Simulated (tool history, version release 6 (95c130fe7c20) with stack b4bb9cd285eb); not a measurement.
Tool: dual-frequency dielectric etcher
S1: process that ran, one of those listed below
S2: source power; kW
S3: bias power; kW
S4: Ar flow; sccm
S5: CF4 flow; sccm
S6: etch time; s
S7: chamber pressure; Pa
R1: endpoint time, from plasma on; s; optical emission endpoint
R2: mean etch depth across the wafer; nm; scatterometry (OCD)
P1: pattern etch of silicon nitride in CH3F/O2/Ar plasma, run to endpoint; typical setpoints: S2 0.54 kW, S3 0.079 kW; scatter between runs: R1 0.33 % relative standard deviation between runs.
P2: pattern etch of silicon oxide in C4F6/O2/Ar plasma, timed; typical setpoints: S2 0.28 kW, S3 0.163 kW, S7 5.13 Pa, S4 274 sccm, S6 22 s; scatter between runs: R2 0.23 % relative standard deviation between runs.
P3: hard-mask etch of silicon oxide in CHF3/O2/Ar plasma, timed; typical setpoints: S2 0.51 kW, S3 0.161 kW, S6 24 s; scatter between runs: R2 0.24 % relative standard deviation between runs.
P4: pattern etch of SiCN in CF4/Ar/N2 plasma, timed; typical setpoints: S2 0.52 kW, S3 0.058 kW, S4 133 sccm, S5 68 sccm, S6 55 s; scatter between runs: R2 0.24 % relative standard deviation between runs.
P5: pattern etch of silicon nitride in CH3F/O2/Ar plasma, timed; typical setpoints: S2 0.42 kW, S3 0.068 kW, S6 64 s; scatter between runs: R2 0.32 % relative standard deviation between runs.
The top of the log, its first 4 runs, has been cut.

run 5 hour=38.1 | S1=P5 S2=0.42 S3=0.068 S6=49 | R2=35.083
run 6 hour=48.9 | S1=P1 S2=0.54 S3=0.103 | R1=47.573
run 7 hour=60 | S1=P2 S2=0.28 S3=0.163 S4=163 S6=22 S7=5.13 | R2=60.054
run 8 hour=68 | S1=P1 S2=0.54 S3=0.062 | R1=56.596
run 9 hour=76.9 | S1=P3 S2=0.51 S3=0.105 S6=24 | R2=37.552
run 10 hour=84.6 | S1=P2 S2=0.35 S3=0.163 S4=274 S6=22 S7=5.13 | R2=61.693
run 11 hour=95 | S1=P5 S2=0.42 S3=0.055 S6=64 | R2=42.667
run 12 hour=100.4 | S1=P4 S2=0.52 S3=0.071 S4=133 S5=68 S6=55 | R2=50.944
run 13 hour=108 | S1=P2 S2=0.28 S3=0.163 S4=274 S6=27 S7=5.13 | R2=69.088
run 14 hour=114.7 | S1=P1 S2=0.54 S3=0.079 | R1=52.521
run 15 hour=125.4 | S1=P4 S2=0.52 S3=0.058 S4=133 S5=68 S6=55 | R2=47.244
run 16 hour=134.5 | S1=P3 S2=0.51 S3=0.161 S6=34 | R2=60.742
run 17 hour=145.8 | S1=P1 S2=0.38 S3=0.079 | R1=59.574
run 18 hour=156.6 | S1=P3 S2=0.61 S3=0.161 S6=24 | R2=45.905
run 19 hour=167.4 | S1=P4 S2=0.52 S3=0.058 S4=133 S5=54 S6=55 | R2=45.508
run 20 hour=176.9 | S1=P4 S2=0.52 S3=0.058 S4=96 S5=68 S6=55 | R2=49.943
-- hour=188.1 bias power generator calibrated
run 21 hour=188.6 | S1=P2 S2=0.28 S3=0.114 S4=274 S6=22 S7=5.13 | R2=50.462
run 22 hour=197.5 | S1=P1 S2=0.54 S3=0.079 | R1=52.389
run 23 hour=205.8 | S1=P5 S2=0.42 S3=0.068 S6=64 | R2=45.721
run 24 hour=216 | S1=P1 S2=0.64 S3=0.109 | R1=43.758
run 25 hour=221.4 | S1=P1 S2=0.54 S3=0.079 | R1=52.243

Run 26 comes next. What will it give?
run 26 hour=229.3 | S1=P4 S2=0.36 S3=0.058 S4=133 S5=68 S6=55 | R2=?

{"run 26": {"R2": 34.299}}
